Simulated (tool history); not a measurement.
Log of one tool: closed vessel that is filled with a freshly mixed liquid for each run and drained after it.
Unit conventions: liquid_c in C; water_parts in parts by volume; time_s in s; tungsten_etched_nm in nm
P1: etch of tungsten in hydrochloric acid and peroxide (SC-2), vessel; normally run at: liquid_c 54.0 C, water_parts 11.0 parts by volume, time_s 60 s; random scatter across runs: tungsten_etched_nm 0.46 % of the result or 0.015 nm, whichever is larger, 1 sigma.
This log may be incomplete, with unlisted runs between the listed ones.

Run 1, hour 3.8: liquid_c 54.0 C, water_parts 11.0 parts by volume, time_s 60 s. Result: tungsten_etched_nm 21.6530 nm.
Run 2, hour 8.2: liquid_c 54.0 C, water_parts 4.0 parts by volume, time_s 60 s. Result: tungsten_etched_nm 47.0410 nm.
Run 3, hour 12.9: liquid_c 54.0 C, water_parts 11.0 parts by volume, time_s 60 s. Result: tungsten_etched_nm 21.6160 nm.
Run 4, hour 16.6: liquid_c 62.5 C, water_parts 11.0 parts by volume, time_s 60 s. Result: tungsten_etched_nm 37.1130 nm.
Run 5, hour 23.6: liquid_c 38.0 C, water_parts 11.0 parts by volume, time_s 60 s. Result: tungsten_etched_nm 7.2514 nm.
Run 6, hour 30.6: liquid_c 54.0 C, water_parts 11.0 parts by volume, time_s 95 s. Result: tungsten_etched_nm 34.4010 nm.
Run 7, hour 34.6: liquid_c 69.0 C, water_parts 11.0 parts by volume, time_s 110 s. Result: tungsten_etched_nm 100.6500 nm.
Run 8, hour 41.6: liquid_c 54.0 C, water_parts 11.0 parts by volume, time_s 60 s. Result: tungsten_etched_nm 21.7560 nm.
Run 9, hour 47.3: liquid_c 54.0 C, water_parts 19.0 parts by volume, time_s 110 s. Result: tungsten_etched_nm 24.6040 nm.
Run 10, hour 52.5: liquid_c 54.0 C, water_parts 11.0 parts by volume, time_s 60 s. Result: tungsten_etched_nm 21.8010 nm.
Run 11, hour 59.5: liquid_c 54.0 C, water_parts 11.0 parts by volume, time_s 60 s. Result: tungsten_etched_nm 21.8350 nm.
Run 12, hour 64.1: liquid_c 54.0 C, water_parts 11.0 parts by volume, time_s 60 s. Result: tungsten_etched_nm 21.8190 nm.
Run 13, hour 68.6: liquid_c 38.0 C, water_parts 11.0 parts by volume, time_s 85 s. Result: tungsten_etched_nm 10.3290 nm.
Run 14, hour 73.5: liquid_c 54.0 C, water_parts 11.0 parts by volume, time_s 30 s. Result: tungsten_etched_nm 10.8070 nm.
Run 15, hour 77.4: liquid_c 54.0 C, water_parts 19.5 parts by volume, time_s 60 s. Result: tungsten_etched_nm 12.9980 nm.
Run 16, hour 82.8: liquid_c 54.0 C, water_parts 11.0 parts by volume, time_s 60 s. Result: tungsten_etched_nm 21.7370 nm.
Run 17, hour 87.9: liquid_c 54.0 C, water_parts 11.0 parts by volume, time_s 60 s. Result: tungsten_etched_nm 22.1890 nm.
Run 18, hour 92.6: liquid_c 54.0 C, water_parts 11.0 parts by volume, time_s 60 s. Result: tungsten_etched_nm 22.6640 nm.
Run 19, hour 96.1: liquid_c 54.0 C, water_parts 11.0 parts by volume, time_s 60 s. Result: tungsten_etched_nm 22.7750 nm.
Run 20, hour 102.8: liquid_c 54.0 C, water_parts 11.0 parts by volume, time_s 60 s. Result: tungsten_etched_nm 23.2090 nm.
Run 21, hour 108.2: liquid_c 54.0 C, water_parts 11.0 parts by volume, time_s 60 s. Result: tungsten_etched_nm 23.3710 nm.
Run 22, hour 113.7: liquid_c 54.0 C, water_parts 11.0 parts by volume, time_s 60 s. Result: tungsten_etched_nm 23.4760 nm.
Run 23, hour 118.5: liquid_c 54.0 C, water_parts 11.0 parts by volume, time_s 60 s. Result: tungsten_etched_nm 23.4640 nm.
Run 24, hour 121.9: liquid_c 54.0 C, water_parts 11.0 parts by volume, time_s 60 s. Result: tungsten_etched_nm 23.5910 nm.
Run 25, hour 128.1: liquid_c 54.0 C, water_parts 11.0 parts by volume, time_s 60 s. Result: tungsten_etched_nm 23.4170 nm.
Run 26, hour 135.2: liquid_c 54.0 C, water_parts 11.0 parts by volume, time_s 60 s. Result: tungsten_etched_nm 23.6240 nm.

Something has made what P1 gives creep away from where it was; the 2 causes below, each at its own stated size, fit the log equally well:
A: liquid hotter than its thermometer reads (K) = 1.3
B: chemicals flow above the setpoint (%) = 10.5
The creep began at about hour 82.8.
Why every other cause is out:
peroxide weaker than its label (%): at most 8, which would move tungsten_etched_nm by -7.4 %: too little, or the wrong way

Consider the 4 check runs below, whose results appear as question marks and each of which averages 2 wafers. Which one distinguishes the causes, in that each cause would give it a clearly different result?
Run check 1, hour 142.3: liquid_c 43.0 C, water_parts 18.5 parts by volume, time_s 60 s. Result: tungsten_etched_nm ?.
Run check 2, hour 142.3: liquid_c 54.0 C, water_parts 19.0 parts by volume, time_s 30 s. Result: tungsten_etched_nm ?.
Run check 3, hour 142.3: liquid_c 38.5 C, water_parts 17.0 parts by volume, time_s 60 s. Result: tungsten_etched_nm ?.
Run check 4, hour 142.3: liquid_c 43.0 C, water_parts 4.0 parts by volume, time_s 60 s. Result: tungsten_etched_nm ?.

Outcome of each check run for each possible cause:
  check              result     if A     if B
check 1  tungsten_etched_nm   7.1788   7.1750
check 2  tungsten_etched_nm   7.3041   7.3454
check 3  tungsten_etched_nm   5.6504   5.6280
check 4  tungsten_etched_nm  24.5270  23.9280
Distance between the nearest two causes, measured in the result of the check that separates them most: check 1 0.05 %; check 2 0.56 %; check 3 0.4 %; check 4 2.48 %
The causes can be told apart only by check 4. The other checks would give nearly the same results under each of them.

The results of check 4 are: tungsten_etched_nm 23.9850 nm. Based on these, which of the listed causes is it?

Of the candidate causes, it is B: chemicals flow above the setpoint (%).
